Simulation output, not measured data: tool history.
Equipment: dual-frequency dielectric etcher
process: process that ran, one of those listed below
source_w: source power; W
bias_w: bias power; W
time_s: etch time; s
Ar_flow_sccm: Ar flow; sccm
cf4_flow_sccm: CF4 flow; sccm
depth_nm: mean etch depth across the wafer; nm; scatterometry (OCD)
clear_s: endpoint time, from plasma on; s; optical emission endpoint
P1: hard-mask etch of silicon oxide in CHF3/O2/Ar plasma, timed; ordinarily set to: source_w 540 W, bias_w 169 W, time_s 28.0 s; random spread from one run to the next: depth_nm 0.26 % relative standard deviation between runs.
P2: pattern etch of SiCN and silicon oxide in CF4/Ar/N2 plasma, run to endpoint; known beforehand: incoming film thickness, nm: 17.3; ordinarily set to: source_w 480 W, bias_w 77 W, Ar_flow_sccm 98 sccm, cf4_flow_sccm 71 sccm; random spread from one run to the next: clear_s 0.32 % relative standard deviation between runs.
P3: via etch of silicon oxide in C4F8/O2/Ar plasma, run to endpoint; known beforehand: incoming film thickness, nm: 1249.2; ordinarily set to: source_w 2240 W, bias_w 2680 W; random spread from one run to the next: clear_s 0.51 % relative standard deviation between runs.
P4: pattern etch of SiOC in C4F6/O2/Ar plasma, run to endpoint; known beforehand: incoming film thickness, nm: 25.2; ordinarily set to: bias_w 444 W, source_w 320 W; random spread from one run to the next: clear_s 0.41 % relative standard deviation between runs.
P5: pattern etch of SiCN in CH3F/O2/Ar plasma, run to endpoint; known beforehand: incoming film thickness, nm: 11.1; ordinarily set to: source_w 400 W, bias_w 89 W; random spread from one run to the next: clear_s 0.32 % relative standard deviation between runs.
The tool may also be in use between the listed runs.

run   hour  process  source_w  bias_w  time_s  Ar_flow_sccm  cf4_flow_sccm  hours since the last wet clean  hours since the last source power generator calibration  hours since the last bias power generator calibration  depth_nm   clear_s
  1    9.0       P1       540     169    28.0                                                        498.9                                                   2854.5                                                  693.9    50.062
  2   17.6       P2       480      77                    98             71                           507.5                                                   2863.1                                                  702.5             18.1840
  3   29.0       P1       350     169    40.5                                                        518.9                                                   2874.5                                                  713.9    61.170
  4   40.3       P3      2240    3769                                                                530.2                                                   2885.8                                                  725.2            189.8200
  5   48.1       P1       700     201    28.0                                                        538.0                                                   2893.6                                                  733.0    58.337
  6   61.1       P2       480      77                    98             71                           551.0                                                   2906.6                                                  746.0             18.2310
  7   70.8       P5       230      89                                                                560.7                                                   2916.3                                                  755.7             33.5760
  8   78.2       P1       540     169    28.0                                                        568.1                                                   2923.7                                                  763.1    49.932
  9   94.3       P2       480      46                    98             71                           584.2                                                   2939.8                                                  779.2             21.5150
 10  108.7       P2       480      77                    58             71                           598.6                                                   2954.2                                                  793.6             16.9320
 11  118.2       P1       540     169    28.0                                                        608.1                                                   2963.7                                                  803.1    49.863
 12  129.6       P2       480      77                    98             51                           619.5                                                   2975.1                                                  814.5             19.1820
     131.3  -- wet clean of the chamber
 13  139.4       P5       400     123                                                                  8.2                                                   2984.9                                                  824.3             24.3560
 14  153.9       P1       540     169    39.5                                                         22.7                                                   2999.4                                                  838.8    70.536
 15  165.6       P5       400      89                                                                 34.4                                                   3011.1                                                  850.5             27.5390
 16  177.0       P1       540     114    28.0                                                         45.8                                                   3022.5                                                  861.9    44.070
 17  186.5       P1       540     228    28.0                                                         55.3                                                   3032.0                                                  871.4    55.510
 18  197.1       P1       540     169    28.0                                                         65.9                                                   3042.6                                                  882.0    50.197
 19  205.6       P1       720     169    21.5                                                         74.4                                                   3051.1                                                  890.5    42.996
 20  213.6       P2       290      77                    98             71                            82.4                                                   3059.1                                                  898.5             28.3840
 21  221.4       P3      2880    2680                                                                 90.2                                                   3066.9                                                  906.3            191.0600
 22  237.0       P1       540     169    28.0                                                        105.8                                                   3082.5                                                  921.9    50.060
 23  252.2       P4       420     444                                                                121.0                                                   3097.7                                                  937.1              8.8614
 24  259.9       P1       340     169    28.0                                                        128.7                                                   3105.4                                                  944.8    41.974
 25  269.5       P4       320     578                                                                138.3                                                   3115.0                                                  954.4              8.8068
 26  282.7       P4       320     444                                                                151.5                                                   3128.2                                                  967.6              9.8037
 27  296.0       P1       540     169    15.5                                                        164.8                                                   3141.5                                                  980.9    27.627
 28  309.6       P1       540     169    28.0                                                        178.4                                                   3155.1                                                  994.5    49.862
 29  326.1       P1       750     169    28.0                                                        194.9                                                   3171.6                                                 1011.0    56.598
 30  334.2       P3      2240    2680                                                                203.0                                                   3179.7                                                 1019.1            211.3300
 31  350.6       P1       540     169    28.0                                                        219.4                                                   3196.1                                                 1035.5    49.897
 32  361.1       P1       540     169    28.0                                                        229.9                                                   3206.6                                                 1046.0    49.622
 33  368.7       P1       540     169    28.0                                                        237.5                                                   3214.2                                                 1053.6    49.633
 34  380.1       P1       540     169    28.0                                                        248.9                                                   3225.6                                                 1065.0    49.294
 35  390.2       P1       540     169    28.0                                                        259.0                                                   3235.7                                                 1075.1    49.431
     400.4  -- wet clean of the chamber
 36  404.5       P1       540     169    28.0                                                          4.1                                                   3250.0                                                 1089.4    49.341
 37  415.6       P1       540     169    28.0                                                         15.2                                                   3261.1                                                 1100.5    49.360
 38  429.5       P1       540     169    28.0                                                         29.1                                                   3275.0                                                 1114.4    49.105
 39  445.6       P1       540     169    28.0                                                         45.2                                                   3291.1                                                 1130.5    49.499
 40  453.0       P1       540     169    28.0                                                         52.6                                                   3298.5                                                 1137.9    49.259

The log shows P1 creeping away from where it was. Any of the 2 causes listed here, at the size stated for it, fits the log just as well as the others:
A: bias power that arrives under what is set, % = 3.9
B: source power that arrives under what is set, % = 3.4
Creep in the process output first set in at about hour 350.6.
Excluded causes, each with its reason:
chamber walls in a state that lowers the etch rate, %: serviced at hour 400.4, after the change had begun; the process did not return to its earlier output

The 4 check runs listed below each average the results of 2 wafers, and their outcomes are marked with question marks. Under which run would the listed causes produce clearly different results?
check 1  460.4       P4       400     551                                                                                                                                                                                                       ?
check 2  460.4       P3      2840    3697                                                                                                                                                                                                       ?
check 3  460.4       P5       400     106                                                                                                                                                                                                       ?
check 4  460.4       P2       480      47                    61             71                                                                                                                                                                  ?

Expected result of each check under each candidate cause:
  check   result      if A      if B
check 1  clear_s    8.4243    8.4048
check 2  clear_s  177.0300  177.1900
check 3  clear_s   26.1740   26.1110
check 4  clear_s   20.0220   20.4300
Smallest distance between any two causes, each pair judged by its most separating result, in per cent: check 1 0.23 %; check 2 0.09 %; check 3 0.24 %; check 4 2.02 %
Check 4 distinguishes between the causes, while the remaining checks would return nearly the same result for all of them.

The results of check 4 are: clear_s 19.9380 s. Based on these, which of the listed causes is it?

The correct cause is A, namely: bias power that arrives under what is set, %.
